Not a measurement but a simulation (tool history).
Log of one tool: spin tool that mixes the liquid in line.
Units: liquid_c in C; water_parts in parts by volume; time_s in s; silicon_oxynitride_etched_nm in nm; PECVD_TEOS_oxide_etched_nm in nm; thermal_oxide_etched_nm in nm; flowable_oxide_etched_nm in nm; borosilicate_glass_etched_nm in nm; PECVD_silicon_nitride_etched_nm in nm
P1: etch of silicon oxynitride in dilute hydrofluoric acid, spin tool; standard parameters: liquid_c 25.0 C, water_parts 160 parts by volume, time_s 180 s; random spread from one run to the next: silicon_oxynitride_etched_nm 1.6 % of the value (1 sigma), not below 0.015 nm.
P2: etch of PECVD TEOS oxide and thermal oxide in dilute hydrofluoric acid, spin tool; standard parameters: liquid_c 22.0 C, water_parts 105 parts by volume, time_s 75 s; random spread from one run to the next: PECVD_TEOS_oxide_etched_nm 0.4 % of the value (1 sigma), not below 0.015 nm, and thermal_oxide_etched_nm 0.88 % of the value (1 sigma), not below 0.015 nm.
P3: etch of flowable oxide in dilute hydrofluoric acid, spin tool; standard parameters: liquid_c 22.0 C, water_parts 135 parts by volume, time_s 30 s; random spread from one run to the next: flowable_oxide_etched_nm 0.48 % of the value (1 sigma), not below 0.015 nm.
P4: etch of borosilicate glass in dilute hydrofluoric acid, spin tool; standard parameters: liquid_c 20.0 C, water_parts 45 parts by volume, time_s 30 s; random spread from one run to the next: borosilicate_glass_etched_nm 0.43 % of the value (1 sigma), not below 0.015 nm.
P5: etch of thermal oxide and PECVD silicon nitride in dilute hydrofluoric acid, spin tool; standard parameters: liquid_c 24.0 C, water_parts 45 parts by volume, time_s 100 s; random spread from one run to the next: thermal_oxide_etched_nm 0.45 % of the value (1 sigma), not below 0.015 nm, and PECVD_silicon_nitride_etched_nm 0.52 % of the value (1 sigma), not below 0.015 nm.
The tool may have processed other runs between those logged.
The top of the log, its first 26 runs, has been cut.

run     day  process  liquid_c  water_parts  time_s  hours since the thermometer was replaced  hours since the hydrofluoric acid flow meter was replaced  silicon_oxynitride_etched_nm  PECVD_TEOS_oxide_etched_nm  thermal_oxide_etched_nm  flowable_oxide_etched_nm  borosilicate_glass_etched_nm  PECVD_silicon_nitride_etched_nm
 27   7.425       P4      20.0           75      30                                     839.6                                                      304.0                                                                                                                                    11.3130
 28   7.800       P5      24.0           45      45                                     848.6                                                      313.0                                                                             5.0952                                                                                   3.9035
 29   8.138       P3      22.0          135      30                                     856.7                                                      321.1                                                                                                       8.9390
 30   8.317       P1      25.0           80     180                                     861.0                                                      325.4                       3.44420
 31   8.688       P1      32.5           90     180                                     869.9                                                      334.3                       4.33960
 32   9.062       P3      17.0          135      30                                     878.9                                                      343.3                                                                                                       7.2924
 33   9.388       P1      25.0          160     180                                     886.7                                                      351.1                       1.61180
 34   9.696       P1      25.0          160     180                                     894.1                                                      358.5                       1.51510
 35  10.071       P1      25.0          160     180                                     903.1                                                      367.5                       1.52440
 36  10.321       P1      25.0          160     180                                     909.1                                                      373.5                       1.51200
 37  10.708       P1      25.0          160     180                                     918.4                                                      382.8                       1.44960
 38  10.954       P1      25.0          160     180                                     924.3                                                      388.7                       1.40470
 39  11.229       P1      25.0          160     180                                     930.9                                                      395.3                       1.41920
 40  11.417       P1      25.0          160     180                                     935.4                                                      399.8                       1.43100

Run 41 comes next. What will it give?
 41  11.612       P1      25.0          160     180                                     940.1                                                      404.5                             ?

{"run 41": {"silicon_oxynitride_etched_nm": 1.3881}}
